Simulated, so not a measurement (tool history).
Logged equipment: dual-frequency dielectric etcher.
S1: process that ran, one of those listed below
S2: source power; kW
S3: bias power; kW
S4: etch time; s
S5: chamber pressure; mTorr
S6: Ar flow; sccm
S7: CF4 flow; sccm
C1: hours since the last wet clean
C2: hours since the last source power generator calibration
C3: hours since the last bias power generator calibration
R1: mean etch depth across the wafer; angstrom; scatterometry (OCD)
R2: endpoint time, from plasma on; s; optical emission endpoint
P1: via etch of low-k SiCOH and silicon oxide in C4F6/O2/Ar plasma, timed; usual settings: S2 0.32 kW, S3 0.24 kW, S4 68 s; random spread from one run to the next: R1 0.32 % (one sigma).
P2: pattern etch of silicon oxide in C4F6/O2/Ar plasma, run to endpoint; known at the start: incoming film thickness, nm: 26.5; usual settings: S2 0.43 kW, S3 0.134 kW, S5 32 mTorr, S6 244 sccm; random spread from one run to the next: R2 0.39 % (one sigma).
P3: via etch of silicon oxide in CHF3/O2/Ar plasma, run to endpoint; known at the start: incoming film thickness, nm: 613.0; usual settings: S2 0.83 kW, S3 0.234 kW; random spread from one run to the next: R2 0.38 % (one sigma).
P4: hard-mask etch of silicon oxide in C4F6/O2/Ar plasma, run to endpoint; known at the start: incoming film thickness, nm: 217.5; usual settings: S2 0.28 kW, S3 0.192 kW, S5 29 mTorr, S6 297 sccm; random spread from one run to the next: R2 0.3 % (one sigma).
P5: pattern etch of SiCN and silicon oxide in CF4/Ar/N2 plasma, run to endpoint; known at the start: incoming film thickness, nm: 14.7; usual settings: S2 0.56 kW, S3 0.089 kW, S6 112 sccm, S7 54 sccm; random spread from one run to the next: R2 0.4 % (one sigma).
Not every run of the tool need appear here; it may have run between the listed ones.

run,hour,S1,S2,S3,S4,S5,S6,S7,C1,C2,C3,R1,R2
1,9.3,P1,0.32,0.24,68,,,,280.8,502.7,1252.7,1801.2,
2,22.2,P2,0.43,0.134,,32,244,,293.7,515.6,1265.6,,8.7596
3,35.3,P4,0.28,0.192,,29,391,,306.8,528.7,1278.7,,78.005
4,42.7,P1,0.32,0.24,41.5,,,,314.2,536.1,1286.1,1099.5,
5,54.9,P1,0.32,0.292,68,,,,326.4,548.3,1298.3,1925.1,
6,61.4,P3,0.83,0.234,,,,,332.9,554.8,1304.8,,246.68
7,70.3,P3,0.83,0.234,,,,,341.8,563.7,1313.7,,248.36
8,83.7,P4,0.28,0.192,,37,297,,355.2,577.1,1327.1,,77.747
9,93.4,P4,0.28,0.192,,29,297,,364.9,586.8,1336.8,,75.786
10,107.7,P1,0.32,0.17,68,,,,379.2,601.1,1351.1,1609.9,
11,117.9,P3,0.5,0.234,,,,,389.4,611.3,1361.3,,300.59
12,126.9,P1,0.32,0.24,68,,,,398.4,620.3,1370.3,1803.2,
13,133.2,P2,0.43,0.134,,32,175,,404.7,626.6,1376.6,,8.4347
14,143.3,P1,0.32,0.24,68,,,,414.8,636.7,1386.7,1808.2,
15,156.1,P1,0.32,0.24,86,,,,427.6,649.5,1399.5,2286.5,
16,170.1,P1,0.32,0.24,68,,,,441.6,663.5,1413.5,1806.5,
17,181.2,P4,0.18,0.192,,29,297,,452.7,674.6,1424.6,,89.525
18,194.1,P2,0.43,0.191,,32,244,,465.6,687.5,1437.5,,7.8059
19,202.8,P1,0.45,0.24,68,,,,474.3,696.2,1446.2,2047.1,
20,211.4,P1,0.23,0.24,68,,,,482.9,704.8,1454.8,1596.6,
21,224,P4,0.28,0.192,,29,297,,495.5,717.4,1467.4,,75.754
22,232.2,P5,0.56,0.055,,,112,54,503.7,725.6,1475.6,,16.531
23,241.1,P5,0.56,0.089,,,112,76,512.6,734.5,1484.5,,13.186
24,252.3,P5,0.56,0.089,,,89,54,523.8,745.7,1495.7,,13.527
25,264.7,P5,0.56,0.089,,,112,54,536.2,758.1,1508.1,,13.963
26,278.4,P1,0.32,0.24,68,,,,549.9,771.8,1521.8,1796.8,
27,289.9,P1,0.25,0.24,96.5,,,,561.4,783.3,1533.3,2327.8,
28,302.7,P1,0.32,0.331,89,,,,574.2,796.1,1546.1,2637.6,
29,309.2,P1,0.32,0.24,68,,,,580.7,802.6,1552.6,1800.8,
30,319.4,P5,0.45,0.089,,,112,54,590.9,812.8,1562.8,,16.919
31,328.9,P5,0.56,0.089,,,112,54,600.4,822.3,1572.3,,14.09
32,342,P1,0.32,0.285,37.5,,,,613.5,835.4,1585.4,1051.9,
33,350.3,P3,0.83,0.143,,,,,621.8,843.7,1593.7,,291.84
34,360.1,P4,0.28,0.241,,29,297,,631.6,853.5,1603.5,,70.039
35,368.6,P2,0.32,0.134,,32,244,,640.1,862,1612,,9.775
36,378.7,P2,0.43,0.134,,45,244,,650.2,872.1,1622.1,,9.1544
37,393,P1,0.32,0.24,68,,,,664.5,886.4,1636.4,1801.4,
38,407.1,P1,0.32,0.24,68,,,,678.6,900.5,1650.5,1811.2,
39,415.5,P1,0.32,0.24,68,,,,687,908.9,1658.9,1819,
40,424.1,P1,0.32,0.24,68,,,,695.6,917.5,1667.5,1823.2,
41,432.8,P1,0.32,0.24,68,,,,704.3,926.2,1676.2,1819.5,
42,440.9,P1,0.32,0.24,68,,,,712.4,934.3,1684.3,1826.2,
43,452.8,P1,0.32,0.24,68,,,,724.3,946.2,1696.2,1837.6,
# hour 453.8: wet clean of the chamber
44,463.7,P1,0.32,0.24,68,,,,9.9,957.1,1707.1,1817.1,
45,472.2,P1,0.32,0.24,68,,,,18.4,965.6,1715.6,1822.9,
46,486.3,P1,0.32,0.24,68,,,,32.5,979.7,1729.7,1837.6,

The log shows P1 creeping away from where it was. Any of the 2 causes listed here, at the size stated for it, fits the log just as well as the others:
A: source power that arrives over what is set, % = 4.31
B: bias power that arrives over what is set, % = 4.83
The creep began at about hour 393.
What rules out each remaining cause:
chamber walls in a state that raises the etch rate, %: its service at hour 453.8 followed the start of the drift and did not put the process back to its old value

Below are 4 check runs, each averaged over 2 wafers, with their results shown as question marks. Which of them would give clearly different results depending on which cause is behind the drift?
check 1,500.4,P2,0.43,0.157,,32,244,,,,,,?
check 2,500.4,P3,0.65,0.151,,,,,,,,,?
check 3,500.4,P5,0.56,0.059,,,93,54,,,,,?
check 4,500.4,P4,0.23,0.192,,29,388,,,,,,?

Check results expected under each cause:
check,result,if A,if B
check 1,R2,8.206,8.2238
check 2,R2,309.61,309.94
check 3,R2,15.074,15.408
check 4,R2,82.795,82.829
Smallest distance between any two causes, each pair judged by its most separating result, in per cent: check 1 0.22 %; check 2 0.11 %; check 3 2.19 %; check 4 0.04 %
Of the check runs offered, only check 3 discriminates between the causes; the rest would read about the same regardless of which cause applies.

Check 3 was carried out, with these results: R2 15.405 s. Which of the listed causes is responsible?

Of the candidate causes, it is B: bias power that arrives over what is set, %.

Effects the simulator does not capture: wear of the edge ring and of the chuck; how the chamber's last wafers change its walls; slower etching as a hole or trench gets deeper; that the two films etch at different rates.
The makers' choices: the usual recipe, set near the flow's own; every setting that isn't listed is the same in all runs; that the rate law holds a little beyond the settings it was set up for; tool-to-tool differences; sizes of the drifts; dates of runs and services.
